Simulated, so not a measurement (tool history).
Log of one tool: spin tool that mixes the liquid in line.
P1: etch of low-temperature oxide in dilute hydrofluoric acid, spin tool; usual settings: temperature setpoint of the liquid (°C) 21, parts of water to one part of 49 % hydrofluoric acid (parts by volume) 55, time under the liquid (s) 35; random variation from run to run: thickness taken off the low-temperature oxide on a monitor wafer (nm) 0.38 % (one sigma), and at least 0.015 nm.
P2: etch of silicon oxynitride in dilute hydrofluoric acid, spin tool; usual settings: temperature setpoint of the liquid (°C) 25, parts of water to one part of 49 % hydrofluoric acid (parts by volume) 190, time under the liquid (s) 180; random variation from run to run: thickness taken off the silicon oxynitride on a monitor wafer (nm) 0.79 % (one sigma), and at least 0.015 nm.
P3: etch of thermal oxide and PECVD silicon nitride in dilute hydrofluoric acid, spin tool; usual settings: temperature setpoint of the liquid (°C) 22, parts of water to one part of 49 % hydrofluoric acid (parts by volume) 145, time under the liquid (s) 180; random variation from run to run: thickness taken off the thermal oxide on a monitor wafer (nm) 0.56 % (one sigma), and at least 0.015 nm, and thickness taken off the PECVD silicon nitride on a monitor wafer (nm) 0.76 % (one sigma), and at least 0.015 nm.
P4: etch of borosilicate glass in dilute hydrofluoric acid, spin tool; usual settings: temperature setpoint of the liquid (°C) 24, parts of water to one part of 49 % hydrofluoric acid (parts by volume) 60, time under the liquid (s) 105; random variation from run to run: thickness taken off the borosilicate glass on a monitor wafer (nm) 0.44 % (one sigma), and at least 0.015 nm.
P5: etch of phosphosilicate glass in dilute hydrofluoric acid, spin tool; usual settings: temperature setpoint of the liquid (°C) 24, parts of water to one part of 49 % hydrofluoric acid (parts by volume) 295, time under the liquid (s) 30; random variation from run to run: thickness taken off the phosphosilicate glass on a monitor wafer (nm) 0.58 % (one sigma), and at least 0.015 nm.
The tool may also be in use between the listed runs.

run,day,process that ran,temperature setpoint of the liquid (°C),parts of water to one part of 49 % hydrofluoric acid (parts by volume),time under the liquid (s),hours since the thermometer was replaced,hours since the hydrofluoric acid flow meter was replaced,thickness taken off the low-temperature oxide on a monitor wafer (nm),thickness taken off the thermal oxide on a monitor wafer (nm),thickness taken off the PECVD silicon nitride on a monitor wafer (nm),thickness taken off the phosphosilicate glass on a monitor wafer (nm),thickness taken off the borosilicate glass on a monitor wafer (nm),thickness taken off the silicon oxynitride on a monitor wafer (nm)
1,0.375,P1,21,55,35,1138.9,248.5,7.8526,,,,,
2,0.738,P3,22,145,180,1147.6,257.2,,5.1823,3.0025,,,
3,1.121,P1,26.5,55,35,1156.8,266.4,9.755,,,,,
4,1.562,P1,21,55,35,1167.4,277,7.7708,,,,,
5,2.138,P5,24,295,30,1181.2,290.8,,,,7.045,,
6,2.579,P4,28,60,105,1191.8,301.4,,,,,40.74,
7,2.925,P1,21,85,35,1200.1,309.7,4.9025,,,,,
8,3.379,P4,24,60,105,1211,320.6,,,,,34.415,
9,3.762,P2,25,260,180,1220.2,329.8,,,,,,1.828
10,4.067,P2,25,190,180,1227.5,337.1,,,,,,2.6804
11,4.729,P2,25,190,80,1243.4,353,,,,,,1.1928
12,5.096,P3,22,70,180,1252.2,361.8,,11.742,6.1324,,,
13,5.408,P1,21,20,35,1259.7,369.3,22.273,,,,,
14,5.888,P2,25,190,180,1271.2,380.8,,,,,,2.6953
15,6.404,P4,24,110,105,1283.6,393.2,,,,,17.845,
16,6.942,P1,17,55,35,1296.5,406.1,6.5963,,,,,
17,7.283,P3,22,145,320,1304.7,414.3,,9.1617,5.3785,,,
18,7.712,P1,21,55,65,1315,424.6,14.474,,,,,
19,8.258,P5,24,45,30,1328.1,437.7,,,,61.149,,
20,8.754,P1,21,55,20,1340,449.6,4.4693,,,,,
21,9.158,P1,21,80,15,1349.7,459.3,2.2414,,,,,
22,9.804,P5,32.5,295,30,1365.2,474.8,,,,9.2275,,
23,10.15,P1,21,55,35,1373.5,483.1,7.7844,,,,,
24,10.638,P2,17.5,190,180,1385.2,494.8,,,,,,1.8586
25,10.946,P1,21,55,35,1392.6,502.2,7.8626,,,,,
26,11.375,P4,24,60,205,1402.9,512.5,,,,,67.32,
27,12.012,P5,24,295,55,1418.2,527.8,,,,12.954,,
28,12.629,P3,17,145,180,1433,542.6,,4.2943,2.1696,,,
29,13.162,P3,22,145,180,1445.8,555.4,,5.209,3.0308,,,
30,13.817,P5,24,295,30,1461.5,571.1,,,,7.0275,,
31,14.138,P1,21,55,35,1469.2,578.8,7.8227,,,,,
32,14.783,P1,21,55,35,1484.7,594.3,7.8247,,,,,
33,15.138,P1,21,55,35,1493.2,602.8,7.654,,,,,
34,15.788,P1,21,55,35,1508.8,618.4,7.5241,,,,,
35,16.167,P1,21,55,35,1517.9,627.5,7.4839,,,,,
36,16.575,P1,21,55,35,1527.7,637.3,7.4338,,,,,
37,17.125,P1,21,55,35,1540.9,650.5,7.3414,,,,,
38,17.625,P1,21,55,35,1552.9,662.5,7.3513,,,,,
39,18.233,P1,21,55,35,1567.5,677.1,7.3409,,,,,

What P1 gives has crept away from where it was. These 2 causes fit the log equally well, each at the size given:
A: hydrofluoric acid flow below the setpoint (%) = 5.49
B: liquid colder than its thermometer reads (K) = 1.44
The creep began at about day 14.783.

4 check runs are offered, each on 3 wafers whose results are averaged, their results left as question marks. Which one tells the causes apart?
check 1,18.842,P4,24,100,165,,,,,,,?,
check 2,18.842,P2,22,190,180,,,,,,,,?
check 3,18.842,P3,22,145,295,,,,?,?,,,
check 4,18.842,P5,30.5,55,30,,,,,,?,,

What each check would give under each cause:
check,result,if A,if B
check 1,thickness taken off the borosilicate glass on a monitor wafer (nm),29.011,29.19
check 2,thickness taken off the silicon oxynitride on a monitor wafer (nm),2.1785,2.1739
check 3,thickness taken off the thermal oxide on a monitor wafer (nm),7.987,8.0583
check 3,thickness taken off the PECVD silicon nitride on a monitor wafer (nm),4.6859,4.5026
check 4,thickness taken off the phosphosilicate glass on a monitor wafer (nm),60.108,60.406
How far apart the two closest causes lie, in the result that separates them most: check 1 0.62 %; check 2 0.21 %; check 3 3.99 %; check 4 0.5 %
Check 3 tells the causes apart: in the others they would give nearly the same result.

Check 3 was then run and gave: thickness taken off the thermal oxide on a monitor wafer (nm) 7.9421; thickness taken off the PECVD silicon nitride on a monitor wafer (nm) 4.6572. Which cause is it?

It is A: hydrofluoric acid flow below the setpoint (%).

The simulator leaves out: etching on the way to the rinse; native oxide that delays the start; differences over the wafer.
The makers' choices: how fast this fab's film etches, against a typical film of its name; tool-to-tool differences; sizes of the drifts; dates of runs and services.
